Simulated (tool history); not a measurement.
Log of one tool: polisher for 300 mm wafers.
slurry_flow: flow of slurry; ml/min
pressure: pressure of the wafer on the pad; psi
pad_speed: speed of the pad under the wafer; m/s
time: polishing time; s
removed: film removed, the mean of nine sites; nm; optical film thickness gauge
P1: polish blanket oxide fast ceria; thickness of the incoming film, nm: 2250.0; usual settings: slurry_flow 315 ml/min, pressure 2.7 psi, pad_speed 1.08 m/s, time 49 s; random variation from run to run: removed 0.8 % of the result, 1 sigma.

run  hour  slurry_flow  pressure  pad_speed  time  removed
  1   2.7          315       2.7       1.08    49   837.35
  2   5.6          240       1.8       1.08    49   541.07
  3  10.2          315       1.3       1.08    49   400.89
  4  15.1          315       3.6       1.34    49  1395.70
  5  19.6          315       2.0       1.56    49   904.42
  6  23.4          315       2.7       0.50    49   389.82
  7  28.5          190       2.7       1.08    49   782.09
  8  32.3          315       2.7       1.08    64  1080.30
  9  35.4          480       2.7       1.08    49   858.78
 10  39.0          315       2.7       1.08    25   426.52
 11  42.9          315       2.7       1.08    49   841.26
 12  47.2          315       2.7       1.08    49   823.68
 13  50.6          315       2.7       1.68    49  1297.30
 14  55.5          315       2.7       1.08    49   832.31
 15  58.5          315       2.7       1.08    49   830.68
 16  62.1          315       3.7       1.08    49  1135.50
 17  65.3          315       2.7       1.08    49   841.08
 18  69.8          315       2.7       1.08    49   820.48
 19  72.4          315       2.7       1.08    49   802.76
 20  76.1          315       2.7       1.08    49   792.91
 21  79.8          315       2.7       1.08    49   790.76
     80.9  -- worn pad replaced by a new one
 22  85.0          315       2.7       1.08    49   786.34
 23  89.4          315       2.7       1.08    49   790.05

What P1 gives has crept away from where it was. These 2 causes fit the log equally well, each at the size given:
A: head's pressure below its setpoint, % = 4.85
B: slurry flow missing at the pad, % = 37.1
The creep began at about hour 65.3.
Why every other cause is out:
removal rate lost through wear of the pad, %: serviced at hour 80.9, which brought nothing back

4 check runs are offered, each on 5 wafers whose results are averaged, their results left as question marks. Which one tells the causes apart?
check 1  93.8          315       1.4       1.08    61        ?
check 2  93.8          315       3.5       1.64    49        ?
check 3  93.8          190       2.7       0.84    49        ?
check 4  93.8          315       2.7       0.50    32        ?

What each check would give under each cause:
  check   result     if A     if B
check 1  removed   511.72   511.72
check 2  removed  1560.50  1560.50
check 3  removed   583.36   566.00
check 4  removed   239.68   239.68
How far apart the two closest causes lie, in the result that separates them most: check 1 0 %; check 2 0 %; check 3 3.02 %; check 4 0 %
Only check 3 tells the causes apart: in the others they would give nearly the same result.

Then check 3 was run and gave: removed 584.95 nm. Which cause is it?

It is A: head's pressure below its setpoint, %.

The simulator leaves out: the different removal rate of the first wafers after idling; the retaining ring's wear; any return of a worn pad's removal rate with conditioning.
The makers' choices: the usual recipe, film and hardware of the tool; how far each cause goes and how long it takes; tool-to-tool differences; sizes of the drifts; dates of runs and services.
